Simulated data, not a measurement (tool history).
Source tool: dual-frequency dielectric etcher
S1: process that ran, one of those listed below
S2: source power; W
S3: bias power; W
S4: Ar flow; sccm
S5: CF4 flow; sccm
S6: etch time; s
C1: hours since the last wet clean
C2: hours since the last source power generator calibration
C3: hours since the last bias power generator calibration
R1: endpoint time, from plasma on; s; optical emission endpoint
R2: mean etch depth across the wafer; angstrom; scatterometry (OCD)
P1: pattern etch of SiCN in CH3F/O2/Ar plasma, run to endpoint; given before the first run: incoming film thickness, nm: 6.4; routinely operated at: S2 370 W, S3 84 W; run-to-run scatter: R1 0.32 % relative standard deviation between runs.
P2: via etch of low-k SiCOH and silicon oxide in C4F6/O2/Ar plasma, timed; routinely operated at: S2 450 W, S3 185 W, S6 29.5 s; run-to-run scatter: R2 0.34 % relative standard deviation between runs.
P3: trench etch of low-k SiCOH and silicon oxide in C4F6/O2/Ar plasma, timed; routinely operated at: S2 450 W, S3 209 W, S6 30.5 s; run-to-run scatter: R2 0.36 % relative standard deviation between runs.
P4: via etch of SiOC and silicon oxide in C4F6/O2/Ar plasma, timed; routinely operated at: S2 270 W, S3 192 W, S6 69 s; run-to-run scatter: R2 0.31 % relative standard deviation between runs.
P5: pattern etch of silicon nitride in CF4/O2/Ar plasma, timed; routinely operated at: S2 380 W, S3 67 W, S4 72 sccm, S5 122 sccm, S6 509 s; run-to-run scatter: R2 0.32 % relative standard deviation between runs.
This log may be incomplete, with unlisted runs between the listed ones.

run 1 hour=7.1 | S1=P1 S2=370 S3=84 | C1=322 C2=1504.2 C3=1199.4 | R1=16.122
run 2 hour=12.9 | S1=P5 S2=380 S3=67 S4=72 S5=122 S6=661 | C1=327.8 C2=1510 C3=1205.2 | R2=11724
run 3 hour=20.1 | S1=P1 S2=310 S3=107 | C1=335 C2=1517.2 C3=1212.4 | R1=15.734
run 4 hour=27.5 | S1=P5 S2=380 S3=67 S4=72 S5=122 S6=509 | C1=342.4 C2=1524.6 C3=1219.8 | R2=9032.7
run 5 hour=37 | S1=P3 S2=450 S3=209 S6=20 | C1=351.9 C2=1534.1 C3=1229.3 | R2=706.23
run 6 hour=43.2 | S1=P5 S2=380 S3=67 S4=100 S5=122 S6=509 | C1=358.1 C2=1540.3 C3=1235.5 | R2=8838.1
run 7 hour=49.6 | S1=P5 S2=500 S3=67 S4=72 S5=122 S6=509 | C1=364.5 C2=1546.7 C3=1241.9 | R2=11546
run 8 hour=59.4 | S1=P1 S2=280 S3=104 | C1=374.3 C2=1556.5 C3=1251.7 | R1=16.543
run 9 hour=70.7 | S1=P1 S2=370 S3=84 | C1=385.6 C2=1567.8 C3=1263 | R1=16.269
run 10 hour=80.1 | S1=P1 S2=370 S3=84 | C1=395 C2=1577.2 C3=1272.4 | R1=16.217
run 11 hour=87.1 | S1=P2 S2=450 S3=185 S6=29.5 | C1=402 C2=1584.2 C3=1279.4 | R2=755.53
run 12 hour=93.1 | S1=P1 S2=370 S3=58 | C1=408 C2=1590.2 C3=1285.4 | R1=18.392
run 13 hour=105.3 | S1=P1 S2=370 S3=84 | C1=420.2 C2=1602.4 C3=1297.6 | R1=16.238
run 14 hour=116.5 | S1=P2 S2=450 S3=185 S6=29.5 | C1=431.4 C2=1613.6 C3=1308.8 | R2=755.92
run 15 hour=122.7 | S1=P1 S2=370 S3=111 | C1=437.6 C2=1619.8 C3=1315 | R1=14.522
-- hour=131 bias power generator calibrated
run 16 hour=134.8 | S1=P4 S2=270 S3=192 S6=69 | C1=449.7 C2=1631.9 C3=3.9 | R2=694.81
run 17 hour=141.6 | S1=P5 S2=380 S3=67 S4=72 S5=82 S6=509 | C1=456.5 C2=1638.7 C3=10.7 | R2=8735
run 18 hour=153.1 | S1=P3 S2=450 S3=282 S6=30.5 | C1=468 C2=1650.2 C3=22.2 | R2=1181.9
run 19 hour=159.6 | S1=P1 S2=450 S3=102 | C1=474.5 C2=1656.7 C3=28.7 | R1=14.078
run 20 hour=166 | S1=P4 S2=380 S3=192 S6=69 | C1=480.9 C2=1663.1 C3=35.1 | R2=792.69
run 21 hour=171.5 | S1=P3 S2=450 S3=209 S6=30.5 | C1=486.4 C2=1668.6 C3=40.6 | R2=1078.7
run 22 hour=179.2 | S1=P4 S2=270 S3=254 S6=69 | C1=494.1 C2=1676.3 C3=48.3 | R2=765.59
run 23 hour=189.8 | S1=P4 S2=270 S3=192 S6=50.5 | C1=504.7 C2=1686.9 C3=58.9 | R2=507.2
run 24 hour=195.2 | S1=P2 S2=450 S3=261 S6=29.5 | C1=510.1 C2=1692.3 C3=64.3 | R2=851.72
run 25 hour=201 | S1=P1 S2=370 S3=84 | C1=515.9 C2=1698.1 C3=70.1 | R1=16.275
run 26 hour=207.8 | S1=P1 S2=470 S3=84 | C1=522.7 C2=1704.9 C3=76.9 | R1=14.768
run 27 hour=216.3 | S1=P1 S2=370 S3=84 | C1=531.2 C2=1713.4 C3=85.4 | R1=16.177
run 28 hour=226.7 | S1=P4 S2=270 S3=192 S6=69 | C1=541.6 C2=1723.8 C3=95.8 | R2=693.72
-- hour=227.2 wet clean of the chamber
run 29 hour=234.3 | S1=P2 S2=270 S3=185 S6=29.5 | C1=7.1 C2=1731.4 C3=103.4 | R2=620.36
run 30 hour=246 | S1=P5 S2=380 S3=92 S4=72 S5=122 S6=509 | C1=18.8 C2=1743.1 C3=115.1 | R2=10209
run 31 hour=252.9 | S1=P2 S2=450 S3=185 S6=22.5 | C1=25.7 C2=1750 C3=122 | R2=578.09
run 32 hour=258.7 | S1=P1 S2=290 S3=84 | C1=31.5 C2=1755.8 C3=127.8 | R1=17.761
run 33 hour=270.7 | S1=P3 S2=290 S3=209 S6=30.5 | C1=43.5 C2=1767.8 C3=139.8 | R2=906.06
run 34 hour=282.3 | S1=P1 S2=370 S3=84 | C1=55.1 C2=1779.4 C3=151.4 | R1=16.26
run 35 hour=293.4 | S1=P1 S2=370 S3=84 | C1=66.2 C2=1790.5 C3=162.5 | R1=16.07
run 36 hour=305.3 | S1=P1 S2=370 S3=84 | C1=78.1 C2=1802.4 C3=174.4 | R1=15.901
run 37 hour=314.4 | S1=P1 S2=370 S3=84 | C1=87.2 C2=1811.5 C3=183.5 | R1=16.017
-- hour=325.2 wet clean of the chamber
run 38 hour=326.7 | S1=P1 S2=370 S3=84 | C1=1.6 C2=1823.8 C3=195.8 | R1=15.838
run 39 hour=334.2 | S1=P1 S2=370 S3=84 | C1=9.1 C2=1831.3 C3=203.3 | R1=15.903
run 40 hour=343.5 | S1=P1 S2=370 S3=84 | C1=18.4 C2=1840.6 C3=212.6 | R1=15.903
run 41 hour=350.9 | S1=P1 S2=370 S3=84 | C1=25.8 C2=1848 C3=220 | R1=15.825
run 42 hour=358.4 | S1=P1 S2=370 S3=84 | C1=33.3 C2=1855.5 C3=227.5 | R1=15.93
run 43 hour=368.5 | S1=P1 S2=370 S3=84 | C1=43.4 C2=1865.6 C3=237.6 | R1=15.898

P1 no longer gives what it gave before; its output has crept away from where it was. The following 2 causes, each at its listed size, fit the log equally well:
A: bias power that arrives over what is set, % = 4.67
B: source power that arrives over what is set, % = 4.63
The process output started creeping at around hour 282.3.
Other possible causes, and why each is ruled out:
chamber walls in a state that raises the etch rate, %: was serviced at hour 325.2, once the creep was under way, yet the earlier output never came back

Below are 4 check runs, each averaged over 2 wafers, with their results shown as question marks. Which of them would give clearly different results depending on which cause is behind the drift?
run check 1 hour=378.6 | S1=P4 S2=310 S3=192 S6=69 | R2=?
run check 2 hour=378.6 | S1=P3 S2=340 S3=209 S6=24 | R2=?
run check 3 hour=378.6 | S1=P5 S2=380 S3=67 S4=92 S5=122 S6=614.5 | R2=?
run check 4 hour=378.6 | S1=P2 S2=450 S3=256 S6=29.5 | R2=?

Outcome of each check run for each possible cause:
check=check_1 result=R2 if_A=743.55 if_B=745.16
check=check_2 result=R2 if_A=772.88 if_B=774.67
check=check_3 result=R2 if_A=10881 if_B=11116
check=check_4 result=R2 if_A=856.23 if_B=857.85
Per check, the gap between the least separated pair of causes, taken in the result that splits them most: check 1 0.22 %; check 2 0.23 %; check 3 2.14 %; check 4 0.19 %
Check 3 distinguishes between the causes, while the remaining checks would return nearly the same result for all of them.

Check 3 was then run and gave: R2 11110 angstrom. Which cause is it?

B is the cause: source power that arrives over what is set, %.
